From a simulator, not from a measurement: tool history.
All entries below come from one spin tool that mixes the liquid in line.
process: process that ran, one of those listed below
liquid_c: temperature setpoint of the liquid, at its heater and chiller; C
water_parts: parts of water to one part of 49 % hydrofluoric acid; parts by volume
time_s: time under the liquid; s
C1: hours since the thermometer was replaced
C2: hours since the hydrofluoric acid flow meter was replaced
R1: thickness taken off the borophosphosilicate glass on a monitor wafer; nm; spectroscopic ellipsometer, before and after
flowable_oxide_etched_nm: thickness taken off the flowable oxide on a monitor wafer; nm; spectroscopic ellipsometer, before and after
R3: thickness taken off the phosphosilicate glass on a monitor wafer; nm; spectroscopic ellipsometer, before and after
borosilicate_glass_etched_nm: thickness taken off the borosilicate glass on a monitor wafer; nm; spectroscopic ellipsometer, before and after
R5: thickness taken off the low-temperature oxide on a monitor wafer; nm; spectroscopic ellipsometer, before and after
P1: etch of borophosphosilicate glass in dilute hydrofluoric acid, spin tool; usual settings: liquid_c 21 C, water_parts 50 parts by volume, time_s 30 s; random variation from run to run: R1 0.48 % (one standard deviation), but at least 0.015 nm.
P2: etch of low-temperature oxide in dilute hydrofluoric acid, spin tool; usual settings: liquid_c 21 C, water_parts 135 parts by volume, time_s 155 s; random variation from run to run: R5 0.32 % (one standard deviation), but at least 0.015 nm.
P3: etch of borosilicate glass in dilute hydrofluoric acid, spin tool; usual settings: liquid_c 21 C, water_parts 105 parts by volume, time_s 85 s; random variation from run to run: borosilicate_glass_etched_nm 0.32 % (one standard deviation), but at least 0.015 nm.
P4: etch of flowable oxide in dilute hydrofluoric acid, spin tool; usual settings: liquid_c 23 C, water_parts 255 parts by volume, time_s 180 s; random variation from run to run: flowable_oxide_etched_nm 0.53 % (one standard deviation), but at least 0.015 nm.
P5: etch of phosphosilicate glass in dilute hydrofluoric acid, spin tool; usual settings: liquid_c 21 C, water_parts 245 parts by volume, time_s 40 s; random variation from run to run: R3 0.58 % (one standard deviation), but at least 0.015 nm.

{"run": 1, "hour": 9.0, "process": "P1", "liquid_c": 21, "water_parts": 50, "time_s": 30, "C1": 393.8, "C2": 155.1, "R1": 36.638}
{"run": 2, "hour": 26.0, "process": "P1", "liquid_c": 21, "water_parts": 30, "time_s": 30, "C1": 410.8, "C2": 172.1, "R1": 62.203}
{"run": 3, "hour": 38.0, "process": "P1", "liquid_c": 21, "water_parts": 50, "time_s": 30, "C1": 422.8, "C2": 184.1, "R1": 36.139}
{"run": 4, "hour": 46.6, "process": "P1", "liquid_c": 21, "water_parts": 50, "time_s": 30, "C1": 431.4, "C2": 192.7, "R1": 36.286}
{"run": 5, "hour": 63.8, "process": "P1", "liquid_c": 17, "water_parts": 30, "time_s": 30, "C1": 448.6, "C2": 209.9, "R1": 52.418}
{"run": 6, "hour": 78.3, "process": "P4", "liquid_c": 17, "water_parts": 255, "time_s": 180, "C1": 463.1, "C2": 224.4, "flowable_oxide_etched_nm": 19.627}
{"run": 7, "hour": 89.4, "process": "P1", "liquid_c": 21, "water_parts": 50, "time_s": 50, "C1": 474.2, "C2": 235.5, "R1": 60.589}
{"run": 8, "hour": 98.7, "process": "P5", "liquid_c": 21, "water_parts": 245, "time_s": 15, "C1": 483.5, "C2": 244.8, "R3": 9.476}
{"run": 9, "hour": 114.3, "process": "P1", "liquid_c": 21, "water_parts": 50, "time_s": 15, "C1": 499.1, "C2": 260.4, "R1": 18.086}
{"run": 10, "hour": 131.1, "process": "P4", "liquid_c": 23, "water_parts": 255, "time_s": 180, "C1": 515.9, "C2": 277.2, "flowable_oxide_etched_nm": 24.949}
{"run": 11, "hour": 140.2, "process": "P1", "liquid_c": 24.5, "water_parts": 50, "time_s": 30, "C1": 525, "C2": 286.3, "R1": 42.004}
{"run": 12, "hour": 155.6, "process": "P5", "liquid_c": 21, "water_parts": 245, "time_s": 40, "C1": 540.4, "C2": 301.7, "R3": 25.087}
{"run": 13, "hour": 170.2, "process": "P3", "liquid_c": 21, "water_parts": 105, "time_s": 85, "C1": 555, "C2": 316.3, "borosilicate_glass_etched_nm": 40.189}
{"run": 14, "hour": 187.4, "process": "P2", "liquid_c": 21, "water_parts": 135, "time_s": 265, "C1": 572.2, "C2": 333.5, "R5": 48.915}
{"run": 15, "hour": 195.6, "process": "P4", "liquid_c": 23, "water_parts": 255, "time_s": 180, "C1": 580.4, "C2": 341.7, "flowable_oxide_etched_nm": 24.435}
{"run": 16, "hour": 209.4, "process": "P1", "liquid_c": 17, "water_parts": 50, "time_s": 30, "C1": 594.2, "C2": 355.5, "R1": 30.459}
{"run": 17, "hour": 217.6, "process": "P4", "liquid_c": 23, "water_parts": 60, "time_s": 180, "C1": 602.4, "C2": 363.7, "flowable_oxide_etched_nm": 128.61}
{"run": 18, "hour": 229.3, "process": "P3", "liquid_c": 17, "water_parts": 105, "time_s": 85, "C1": 614.1, "C2": 375.4, "borosilicate_glass_etched_nm": 34.088}
{"run": 19, "hour": 245.1, "process": "P3", "liquid_c": 21, "water_parts": 45, "time_s": 85, "C1": 629.9, "C2": 391.2, "borosilicate_glass_etched_nm": 100.45}
{"run": 20, "hour": 261.9, "process": "P2", "liquid_c": 28, "water_parts": 135, "time_s": 155, "C1": 646.7, "C2": 408, "R5": 37.381}
{"run": 21, "hour": 273.8, "process": "P1", "liquid_c": 21, "water_parts": 50, "time_s": 30, "C1": 658.6, "C2": 419.9, "R1": 36.119}
{"run": 22, "hour": 288.5, "process": "P1", "liquid_c": 21, "water_parts": 50, "time_s": 30, "C1": 673.3, "C2": 434.6, "R1": 36.08}
{"run": 23, "hour": 300.8, "process": "P5", "liquid_c": 28, "water_parts": 245, "time_s": 40, "C1": 685.6, "C2": 446.9, "R3": 32.068}
{"run": 24, "hour": 310.6, "process": "P1", "liquid_c": 17.5, "water_parts": 50, "time_s": 15, "C1": 695.4, "C2": 456.7, "R1": 15.555}
{"run": 25, "hour": 324.4, "process": "P1", "liquid_c": 17, "water_parts": 50, "time_s": 55, "C1": 709.2, "C2": 470.5, "R1": 56.402}
{"run": 26, "hour": 333.0, "process": "P1", "liquid_c": 21, "water_parts": 50, "time_s": 30, "C1": 717.8, "C2": 479.1, "R1": 36.297}
{"run": 27, "hour": 347.9, "process": "P1", "liquid_c": 21, "water_parts": 85, "time_s": 30, "C1": 732.7, "C2": 494, "R1": 20.408}
{"run": 28, "hour": 360.2, "process": "P2", "liquid_c": 21, "water_parts": 75, "time_s": 155, "C1": 745, "C2": 506.3, "R5": 55.235}
{"run": 29, "hour": 372.1, "process": "P1", "liquid_c": 21, "water_parts": 50, "time_s": 30, "C1": 756.9, "C2": 518.2, "R1": 36.068}
{"run": 30, "hour": 383.7, "process": "P2", "liquid_c": 21, "water_parts": 135, "time_s": 155, "C1": 768.5, "C2": 529.8, "R5": 28.584}
{"run": 31, "hour": 398.5, "process": "P4", "liquid_c": 23, "water_parts": 255, "time_s": 315, "C1": 783.3, "C2": 544.6, "flowable_oxide_etched_nm": 42.662}

Forecast run 32:
{"run": 32, "hour": 410.4, "process": "P5", "liquid_c": 21, "water_parts": 80, "time_s": 40, "C1": 795.2, "C2": 556.5, "R3": "?"}

{"run 32": {"R3": 90.207}}
